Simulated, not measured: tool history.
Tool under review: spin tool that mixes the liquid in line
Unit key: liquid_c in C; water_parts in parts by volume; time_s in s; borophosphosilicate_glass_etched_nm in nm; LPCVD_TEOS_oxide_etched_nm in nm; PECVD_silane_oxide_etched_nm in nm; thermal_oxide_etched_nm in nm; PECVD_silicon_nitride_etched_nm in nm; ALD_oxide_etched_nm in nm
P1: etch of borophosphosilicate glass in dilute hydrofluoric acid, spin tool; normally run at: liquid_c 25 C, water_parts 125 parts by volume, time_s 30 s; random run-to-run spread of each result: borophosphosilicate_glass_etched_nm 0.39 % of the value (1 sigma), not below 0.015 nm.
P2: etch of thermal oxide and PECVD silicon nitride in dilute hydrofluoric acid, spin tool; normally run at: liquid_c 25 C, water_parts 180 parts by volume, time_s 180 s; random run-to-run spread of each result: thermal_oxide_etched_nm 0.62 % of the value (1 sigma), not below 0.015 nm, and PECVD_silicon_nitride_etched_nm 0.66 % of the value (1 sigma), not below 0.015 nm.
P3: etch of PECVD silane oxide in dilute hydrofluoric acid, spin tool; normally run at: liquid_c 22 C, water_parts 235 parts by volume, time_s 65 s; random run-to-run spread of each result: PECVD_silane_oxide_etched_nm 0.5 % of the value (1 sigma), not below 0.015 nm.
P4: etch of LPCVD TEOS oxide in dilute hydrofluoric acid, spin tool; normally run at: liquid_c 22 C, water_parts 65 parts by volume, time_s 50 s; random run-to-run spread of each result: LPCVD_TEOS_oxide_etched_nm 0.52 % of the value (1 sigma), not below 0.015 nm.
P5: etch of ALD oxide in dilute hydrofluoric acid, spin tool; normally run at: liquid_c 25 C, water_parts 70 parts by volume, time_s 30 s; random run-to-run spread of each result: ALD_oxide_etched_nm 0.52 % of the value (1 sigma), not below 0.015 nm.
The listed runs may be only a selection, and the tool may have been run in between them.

run	day	process	liquid_c	water_parts	time_s	hours since the thermometer was replaced	hours since the hydrofluoric acid flow meter was replaced	borophosphosilicate_glass_etched_nm	LPCVD_TEOS_oxide_etched_nm	PECVD_silane_oxide_etched_nm	thermal_oxide_etched_nm	PECVD_silicon_nitride_etched_nm	ALD_oxide_etched_nm
1	0.267	P1	25	125	30	1706.3	737.6	10.986					
2	0.783	P4	30	65	50	1718.7	750		29.009				
3	1.079	P1	25	125	30	1725.8	757.1	10.923					
4	1.454	P3	28	235	65	1734.8	766.1			10.767			
5	1.971	P4	22	65	90	1747.2	778.5		37.929				
6	2.258	P1	25	65	30	1754.1	785.4	22.77					
7	2.721	P1	29.5	125	30	1765.2	796.5	12.945					
8	3.017	P2	25	180	280	1772.3	803.6				6.8529	5.8472	
# day 3.196: thermometer replaced
9	3.454	P3	22	235	35	6.2	814.1			4.6933			
10	3.742	P5	25	70	15	13.1	821						4.6059
11	4.229	P5	25	100	30	24.8	832.7						6.1439
12	4.579	P2	25	180	180	33.2	841.1				4.3625	3.7268	
13	4.821	P1	21	195	30	39	846.9	5.6004					
14	5.329	P1	25	175	55	51.2	859.1	13.599					
15	5.762	P1	25	125	15	61.6	869.5	5.5106					
16	6.275	P4	22	65	50	73.9	881.8		20.901				
17	6.612	P1	25	125	30	82	889.9	10.932					
18	6.912	P1	25	200	30	89.2	897.1	6.2972					
19	7.342	P3	22	235	65	99.5	907.4			8.6903			
20	7.662	P4	22	65	50	107.2	915.1		20.964				
21	8.092	P5	25	70	30	117.5	925.4						9.191
22	8.512	P1	25	125	30	127.6	935.5	10.983					
23	8.95	P1	25	125	45	138.1	946	16.543					
24	9.217	P2	25	310	180	144.5	952.4				2.2189	2.1519	
25	9.496	P3	22	150	65	151.2	959.1			14.78			
26	9.754	P4	22	20	50	157.4	965.3		72.679				
27	10.075	P1	17.5	125	30	165.1	973	8.0864					
28	10.3	P2	17	180	180	170.5	978.4				3.2584	2.2065	
29	10.667	P5	21.5	70	30	179.3	987.2						7.9346
30	10.975	P3	22	235	65	186.7	994.6			8.6127			
31	11.425	P1	25	125	30	197.5	1005.4	11.046					
32	11.738	P1	25	125	30	205	1012.9	10.983					
33	12.054	P1	25	125	30	212.6	1020.5	11.197					
34	12.471	P1	25	125	30	222.6	1030.5	11.525					
35	12.796	P1	25	125	30	230.4	1038.3	11.677					
36	13.204	P1	25	125	30	240.2	1048.1	11.765					
37	13.712	P1	25	125	30	252.4	1060.3	11.864					
38	13.992	P1	25	125	30	259.1	1067	11.82					
39	14.45	P1	25	125	30	270.1	1078	11.868					
40	14.792	P1	25	125	30	278.3	1086.2	11.985					
41	15.183	P1	25	125	30	287.7	1095.6	11.928					

What P1 gives has crept away from where it was. These 2 causes fit the log equally well, each at the size given:
A: hydrofluoric acid flow above the setpoint (%) = 7.55
B: liquid hotter than its thermometer reads (K) = 2.2
Creep in the process output first set in at about day 11.738.

Of the 4 check runs listed below, each run on one wafer and each result written as a question mark, which would let you distinguish the listed causes because they would give clearly different results?
check 1	15.575	P2	25	180	180						?	?	
check 2	15.575	P4	22	65	50				?				
check 3	15.575	P3	22	235	65					?			
check 4	15.575	P5	25	70	30								?

Expected result of each check under each candidate cause:
check	result	if A	if B
check 1	thermal_oxide_etched_nm	4.7924	4.7609
check 1	PECVD_silicon_nitride_etched_nm	4.0064	4.2763
check 2	LPCVD_TEOS_oxide_etched_nm	22.726	22.994
check 3	PECVD_silane_oxide_etched_nm	9.451	9.3669
check 4	ALD_oxide_etched_nm	9.9461	10.029
Per-check spread between the two closest causes, in the result where they differ most: check 1 6.52 %; check 2 1.18 %; check 3 0.89 %; check 4 0.83 %
Only in check 1 would the causes give clearly different results; in the remaining checks their results would be nearly the same.

Then check 1 was run and gave: thermal_oxide_etched_nm 4.7949 nm; PECVD_silicon_nitride_etched_nm 4.0026 nm. Which cause is it?

It is A: hydrofluoric acid flow above the setpoint (%).

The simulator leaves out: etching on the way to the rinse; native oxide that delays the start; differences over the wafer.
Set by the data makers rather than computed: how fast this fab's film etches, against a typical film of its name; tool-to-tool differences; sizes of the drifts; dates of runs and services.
